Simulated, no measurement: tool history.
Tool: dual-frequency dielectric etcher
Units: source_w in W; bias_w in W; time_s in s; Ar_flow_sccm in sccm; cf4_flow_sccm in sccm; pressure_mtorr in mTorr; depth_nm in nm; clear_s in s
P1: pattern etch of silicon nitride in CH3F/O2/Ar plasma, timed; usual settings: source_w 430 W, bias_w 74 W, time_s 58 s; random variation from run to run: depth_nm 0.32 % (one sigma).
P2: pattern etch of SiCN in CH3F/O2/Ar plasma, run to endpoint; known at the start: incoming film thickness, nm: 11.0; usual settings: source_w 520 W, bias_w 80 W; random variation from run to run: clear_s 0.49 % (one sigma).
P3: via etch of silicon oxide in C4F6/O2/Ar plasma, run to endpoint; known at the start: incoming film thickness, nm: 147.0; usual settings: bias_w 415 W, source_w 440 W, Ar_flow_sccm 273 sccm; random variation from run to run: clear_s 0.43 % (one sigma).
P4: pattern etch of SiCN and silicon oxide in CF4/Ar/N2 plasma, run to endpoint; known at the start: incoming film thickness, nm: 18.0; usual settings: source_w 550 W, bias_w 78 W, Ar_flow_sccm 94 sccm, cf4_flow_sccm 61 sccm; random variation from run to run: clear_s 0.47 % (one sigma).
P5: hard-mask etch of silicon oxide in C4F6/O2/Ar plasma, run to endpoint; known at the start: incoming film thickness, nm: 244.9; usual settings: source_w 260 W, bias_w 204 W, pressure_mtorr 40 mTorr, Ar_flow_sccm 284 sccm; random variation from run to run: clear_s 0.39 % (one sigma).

run,day,process,source_w,bias_w,time_s,Ar_flow_sccm,cf4_flow_sccm,pressure_mtorr,hours since the last wet clean,hours since the last source power generator calibration,hours since the last bias power generator calibration,depth_nm,clear_s
1,0.2,P1,430,74,58,,,,101.5,2316.8,1086.7,42.813,
2,0.329,P4,550,78,,112,61,,104.6,2319.9,1089.8,,17.757
3,0.492,P4,550,55,,94,61,,108.5,2323.8,1093.7,,19.254
4,0.708,P2,310,80,,,,,113.7,2329,1098.9,,32.286
5,0.925,P5,260,204,,284,,40,118.9,2334.2,1104.1,,91.224
6,1.046,P2,520,59,,,,,121.8,2337.1,1107,,29.702
7,1.238,P5,260,204,,167,,40,126.4,2341.7,1111.6,,86.217
8,1.4,P3,440,415,,347,,,130.3,2345.6,1115.5,,34.748
9,1.546,P5,340,204,,284,,40,133.8,2349.1,1119,,82.938
10,1.688,P1,430,74,58,,,,137.2,2352.5,1122.4,42.916,
11,1.9,P1,430,54,58,,,,142.3,2357.6,1127.5,38.701,
12,2.104,P1,430,74,58,,,,147.2,2362.5,1132.4,42.713,
13,2.329,P1,430,74,58,,,,152.6,2367.9,1137.8,42.766,
14,2.433,P2,520,80,,,,,155.1,2370.4,1140.3,,26.389
15,2.642,P4,550,78,,94,41,,160.1,2375.4,1145.3,,18.284
# day 2.796: source power generator calibrated
16,2.867,P1,270,74,74,,,,165.5,1.7,1150.7,45.488,
17,2.971,P1,430,74,42.5,,,,168,4.2,1153.2,31.21,
18,3.129,P2,520,80,,,,,171.8,8,1157,,26.666
19,3.312,P5,260,252,,284,,40,176.2,12.4,1161.4,,84.925
20,3.525,P3,260,415,,273,,,181.3,17.5,1166.5,,41.079
21,3.642,P1,300,74,58,,,,184.1,20.3,1169.3,37.387,
22,3.754,P1,430,102,45.5,,,,186.8,23,1172,37.533,
23,3.862,P5,260,204,,284,,26,189.4,25.6,1174.6,,86.92
24,4.05,P1,430,74,58,,,,193.9,30.1,1179.1,42.737,
# day 4.108: bias power generator calibrated
25,4.158,P4,550,78,,94,61,,196.5,32.7,1.3,,17.224
26,4.371,P3,440,415,,273,,,201.6,37.8,6.4,,33.848
27,4.567,P1,430,100,58,,,,206.3,42.5,11.1,47.543,
28,4.738,P1,580,74,58,,,,210.4,46.6,15.2,47.981,
29,4.842,P3,440,245,,273,,,212.9,49.1,17.7,,40.52
30,4.946,P1,430,74,81,,,,215.4,51.6,20.2,59.403,

Forecast run 31:
31,5.108,P4,670,78,,94,61,,219.3,55.5,24.1,,?

{"run 31": {"clear_s": 14.376}}
